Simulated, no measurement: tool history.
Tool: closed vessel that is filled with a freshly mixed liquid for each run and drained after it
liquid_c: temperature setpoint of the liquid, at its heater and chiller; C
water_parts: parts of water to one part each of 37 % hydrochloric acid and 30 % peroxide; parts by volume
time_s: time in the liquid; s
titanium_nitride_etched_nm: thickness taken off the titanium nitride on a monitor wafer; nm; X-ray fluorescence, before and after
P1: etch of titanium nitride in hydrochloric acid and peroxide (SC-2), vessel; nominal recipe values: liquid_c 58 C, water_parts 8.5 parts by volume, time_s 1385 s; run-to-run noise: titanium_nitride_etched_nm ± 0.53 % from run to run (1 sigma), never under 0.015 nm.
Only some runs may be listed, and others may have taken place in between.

run	hour	liquid_c	water_parts	time_s	hours since the thermometer was replaced	hours since the chemicals flow meter was replaced	hours since the drum of peroxide was connected	titanium_nitride_etched_nm
1	17.2	58	8.5	1385	427.5	91.6	136	46.738
2	32.1	58	8.5	235	442.4	106.5	150.9	7.912
3	48.9	58	4	1385	459.2	123.3	167.7	82.102
4	67	58	8.5	1385	477.3	141.4	185.8	46.735
5	77.7	58	15	1385	488	152.1	196.5	28.92
# hour 92.6: new drum of peroxide connected
6	94.7	58	8.5	2020	505	169.1	2.2	68.159
7	106.5	72	8.5	585	516.8	180.9	14	46.242
8	124.1	58	8.5	1385	534.4	198.5	31.6	46.896
9	141.6	58	8.5	1385	551.9	216	49.1	46.722
10	155.3	68.5	8.5	1385	565.6	229.7	62.8	89.809
11	171.5	43.5	13.5	1385	581.8	245.9	79	12.19
12	182.4	42	8.5	1385	592.7	256.8	89.9	16.324
13	198.7	50	14	1385	609	273.1	106.2	18.118
14	216.4	58	8.5	1385	626.7	290.8	123.9	46.716
15	229.2	58	8.5	1385	639.5	303.6	136.7	45.275
16	242.1	58	8.5	1385	652.4	316.5	149.6	44.798
17	259.4	58	8.5	1385	669.7	333.8	166.9	43.53
18	270.1	58	8.5	1385	680.4	344.5	177.6	43.796
19	284.9	58	8.5	1385	695.2	359.3	192.4	43.173
# hour 297.8: new drum of peroxide connected
20	300.1	58	8.5	1385	710.4	374.5	2.4	43.308
21	309.5	58	8.5	1385	719.8	383.9	11.8	42.926
22	317.9	58	8.5	1385	728.2	392.3	20.2	43.357
23	333.4	58	8.5	1385	743.7	407.8	35.7	43.058

Something has made what P1 gives creep away from where it was; the 2 causes below, each at its own stated size, fit the log equally well:
A: liquid colder than its thermometer reads (K) = 1.33
B: chemicals flow below the setpoint (%) = 9.83
The drift started at roughly hour 216.4.
Ruled out, with reasons:
peroxide weaker than its label (%): serviced after onset, at hour 297.8, with no recovery of the prior output

Consider the 4 check runs below, whose results appear as question marks and each of which averages 5 wafers. Which one distinguishes the causes, in that each cause would give it a clearly different result?
check 1	348.9	64	8.5	1385				?
check 2	348.9	47	15	1385				?
check 3	348.9	58	12	1385				?
check 4	348.9	42.5	4.5	1385				?

Expected result of each check under each candidate cause:
check	result	if A	if B
check 1	titanium_nitride_etched_nm	62.716	62.54
check 2	titanium_nitride_etched_nm	12.823	12.809
check 3	titanium_nitride_etched_nm	32.258	32.112
check 4	titanium_nitride_etched_nm	24.532	25.041
Per check, the gap between the least separated pair of causes, taken in the result that splits them most: check 1 0.28 %; check 2 0.11 %; check 3 0.45 %; check 4 2.05 %
Of the check runs offered, only check 4 discriminates between the causes; the rest would read about the same regardless of which cause applies.

Running check 4 produced the following: titanium_nitride_etched_nm 24.581 nm. Which one of the listed causes fits?

It was cause A: liquid colder than its thermometer reads (K).

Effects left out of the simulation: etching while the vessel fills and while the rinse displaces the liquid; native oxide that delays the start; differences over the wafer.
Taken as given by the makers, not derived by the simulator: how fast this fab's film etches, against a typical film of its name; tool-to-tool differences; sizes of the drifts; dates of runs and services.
